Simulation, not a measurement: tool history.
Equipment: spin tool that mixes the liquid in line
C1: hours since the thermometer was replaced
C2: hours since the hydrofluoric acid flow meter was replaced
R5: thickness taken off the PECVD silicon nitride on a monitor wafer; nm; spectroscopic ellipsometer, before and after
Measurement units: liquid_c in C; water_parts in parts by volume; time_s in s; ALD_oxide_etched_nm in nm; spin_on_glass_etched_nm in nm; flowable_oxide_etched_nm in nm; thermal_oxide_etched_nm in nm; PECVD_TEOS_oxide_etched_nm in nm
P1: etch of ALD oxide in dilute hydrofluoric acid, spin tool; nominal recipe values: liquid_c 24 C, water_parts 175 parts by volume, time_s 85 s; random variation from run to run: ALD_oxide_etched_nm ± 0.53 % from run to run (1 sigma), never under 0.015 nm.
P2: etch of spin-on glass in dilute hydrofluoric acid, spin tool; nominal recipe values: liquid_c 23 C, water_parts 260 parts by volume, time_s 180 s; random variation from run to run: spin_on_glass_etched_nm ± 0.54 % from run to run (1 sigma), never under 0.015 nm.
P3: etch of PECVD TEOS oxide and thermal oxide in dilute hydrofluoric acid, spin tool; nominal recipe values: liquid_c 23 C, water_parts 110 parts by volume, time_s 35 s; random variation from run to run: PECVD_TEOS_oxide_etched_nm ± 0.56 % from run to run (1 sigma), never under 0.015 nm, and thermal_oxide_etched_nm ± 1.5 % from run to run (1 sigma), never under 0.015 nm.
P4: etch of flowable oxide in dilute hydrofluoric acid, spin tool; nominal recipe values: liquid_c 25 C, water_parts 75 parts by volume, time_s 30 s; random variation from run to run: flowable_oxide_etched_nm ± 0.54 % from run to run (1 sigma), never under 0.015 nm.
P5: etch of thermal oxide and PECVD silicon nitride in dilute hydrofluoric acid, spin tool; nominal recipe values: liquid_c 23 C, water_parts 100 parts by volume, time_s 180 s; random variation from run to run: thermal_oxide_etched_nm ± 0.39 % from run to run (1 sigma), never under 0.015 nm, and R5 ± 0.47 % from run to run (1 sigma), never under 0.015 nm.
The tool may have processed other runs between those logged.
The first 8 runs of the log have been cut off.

run 9 day=3.079 | process=P1 liquid_c=24 water_parts=175 time_s=15 | C1=221.8 C2=1183.5 | ALD_oxide_etched_nm=1.3531
run 10 day=3.383 | process=P3 liquid_c=23 water_parts=110 time_s=50 | C1=229.1 C2=1190.8 | thermal_oxide_etched_nm=2.0936 PECVD_TEOS_oxide_etched_nm=8.952
run 11 day=3.767 | process=P2 liquid_c=23 water_parts=260 time_s=260 | C1=238.3 C2=1200 | spin_on_glass_etched_nm=26.193
run 12 day=4.196 | process=P5 liquid_c=23 water_parts=140 time_s=180 | C1=248.6 C2=1210.3 | thermal_oxide_etched_nm=5.545 R5=5.531
run 13 day=4.617 | process=P1 liquid_c=24 water_parts=55 time_s=85 | C1=258.7 C2=1220.4 | ALD_oxide_etched_nm=28.57
run 14 day=5.083 | process=P1 liquid_c=17 water_parts=175 time_s=85 | C1=269.9 C2=1231.6 | ALD_oxide_etched_nm=5.8946
run 15 day=5.479 | process=P5 liquid_c=17 water_parts=100 time_s=180 | C1=279.4 C2=1241.1 | thermal_oxide_etched_nm=6.2604 R5=5.0625
run 16 day=5.75 | process=P5 liquid_c=23 water_parts=100 time_s=180 | C1=285.9 C2=1247.6 | thermal_oxide_etched_nm=8.0426 R5=7.6531
run 17 day=6.242 | process=P1 liquid_c=29 water_parts=175 time_s=85 | C1=297.7 C2=1259.4 | ALD_oxide_etched_nm=9.391
run 18 day=6.492 | process=P3 liquid_c=23 water_parts=110 time_s=35 | C1=303.7 C2=1265.4 | thermal_oxide_etched_nm=1.4746 PECVD_TEOS_oxide_etched_nm=6.2376
run 19 day=6.746 | process=P1 liquid_c=24 water_parts=175 time_s=85 | C1=309.8 C2=1271.5 | ALD_oxide_etched_nm=7.7215
run 20 day=7.162 | process=P1 liquid_c=24 water_parts=175 time_s=125 | C1=319.8 C2=1281.5 | ALD_oxide_etched_nm=11.505
run 21 day=7.55 | process=P2 liquid_c=18 water_parts=260 time_s=180 | C1=329.1 C2=1290.8 | spin_on_glass_etched_nm=15.318
run 22 day=7.979 | process=P3 liquid_c=23 water_parts=200 time_s=35 | C1=339.4 C2=1301.1 | thermal_oxide_etched_nm=0.71923 PECVD_TEOS_oxide_etched_nm=3.1424
run 23 day=8.425 | process=P2 liquid_c=23 water_parts=260 time_s=180 | C1=350.1 C2=1311.8 | spin_on_glass_etched_nm=18.384
run 24 day=8.721 | process=P4 liquid_c=25 water_parts=40 time_s=30 | C1=357.2 C2=1318.9 | flowable_oxide_etched_nm=26.987
run 25 day=9.029 | process=P1 liquid_c=24 water_parts=295 time_s=85 | C1=364.6 C2=1326.3 | ALD_oxide_etched_nm=4.0133
run 26 day=9.3 | process=P5 liquid_c=23 water_parts=100 time_s=180 | C1=371.1 C2=1332.8 | thermal_oxide_etched_nm=8.0251 R5=7.6236
run 27 day=9.804 | process=P1 liquid_c=24 water_parts=175 time_s=85 | C1=383.2 C2=1344.9 | ALD_oxide_etched_nm=7.7486
run 28 day=10.117 | process=P1 liquid_c=24 water_parts=175 time_s=85 | C1=390.7 C2=1352.4 | ALD_oxide_etched_nm=7.7664

What does the tool deliver on the next run?
run 29 day=10.404 | process=P1 liquid_c=24 water_parts=175 time_s=85 | C1=397.6 C2=1359.3 | ALD_oxide_etched_nm=?

{"run 29": {"ALD_oxide_etched_nm": 7.725}}
